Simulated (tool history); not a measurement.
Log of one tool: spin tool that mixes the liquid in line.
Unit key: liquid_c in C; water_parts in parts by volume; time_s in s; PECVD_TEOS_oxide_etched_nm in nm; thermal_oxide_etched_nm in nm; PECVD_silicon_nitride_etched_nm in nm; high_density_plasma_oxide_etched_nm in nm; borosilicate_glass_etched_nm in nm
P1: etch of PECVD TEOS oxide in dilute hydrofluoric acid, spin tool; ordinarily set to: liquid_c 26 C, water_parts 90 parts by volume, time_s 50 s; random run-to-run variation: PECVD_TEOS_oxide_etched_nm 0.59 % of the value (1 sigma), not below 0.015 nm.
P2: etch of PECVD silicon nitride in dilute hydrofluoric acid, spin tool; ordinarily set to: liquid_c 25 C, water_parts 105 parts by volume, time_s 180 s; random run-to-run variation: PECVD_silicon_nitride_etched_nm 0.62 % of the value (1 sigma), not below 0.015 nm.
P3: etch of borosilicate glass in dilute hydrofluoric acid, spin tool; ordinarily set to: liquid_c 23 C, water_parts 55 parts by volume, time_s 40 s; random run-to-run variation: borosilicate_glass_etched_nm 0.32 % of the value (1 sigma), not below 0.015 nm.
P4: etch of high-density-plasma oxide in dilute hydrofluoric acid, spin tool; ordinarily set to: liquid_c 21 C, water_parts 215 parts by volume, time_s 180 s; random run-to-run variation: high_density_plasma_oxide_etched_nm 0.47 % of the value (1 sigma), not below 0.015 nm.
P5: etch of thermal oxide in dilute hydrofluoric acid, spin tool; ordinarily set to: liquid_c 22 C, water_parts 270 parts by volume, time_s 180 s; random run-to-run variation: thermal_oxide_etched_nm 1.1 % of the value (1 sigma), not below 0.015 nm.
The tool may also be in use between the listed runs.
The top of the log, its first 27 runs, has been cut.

run,day,process,liquid_c,water_parts,time_s,hours since the thermometer was replaced,hours since the hydrofluoric acid flow meter was replaced,PECVD_TEOS_oxide_etched_nm,thermal_oxide_etched_nm,PECVD_silicon_nitride_etched_nm,high_density_plasma_oxide_etched_nm,borosilicate_glass_etched_nm
28,6.996,P4,21,215,180,728.5,1119.3,,,,4.9888,
29,7.167,P5,17,270,180,732.6,1123.4,,2.0417,,,
30,7.404,P2,25,40,180,738.3,1129.1,,,12.932,,
31,7.642,P1,26,90,50,744,1134.8,5.4738,,,,
32,7.842,P1,22.5,90,50,748.8,1139.6,4.7055,,,,
33,8.196,P2,25,105,275,757.3,1148.1,,,7.7542,,
34,8.412,P1,26,90,50,762.5,1153.3,5.4788,,,,
35,8.671,P1,26,90,50,768.7,1159.5,5.5587,,,,
36,8.85,P1,26,90,50,773,1163.8,5.6691,,,,
37,9.142,P1,26,90,50,780,1170.8,5.6776,,,,
38,9.488,P1,26,90,50,788.3,1179.1,5.7653,,,,
39,9.725,P1,26,90,50,794,1184.8,5.8434,,,,
40,9.967,P1,26,90,50,799.8,1190.6,5.8616,,,,
41,10.288,P1,26,90,50,807.5,1198.3,5.8658,,,,
42,10.55,P1,26,90,50,813.8,1204.6,5.7595,,,,
43,10.825,P1,26,90,50,820.4,1211.2,5.8895,,,,

Forecast run 44:
44,11.079,P1,26,90,50,826.5,1217.3,?,,,,

PECVD_TEOS_oxide_etched_nm: 5.8614 nm
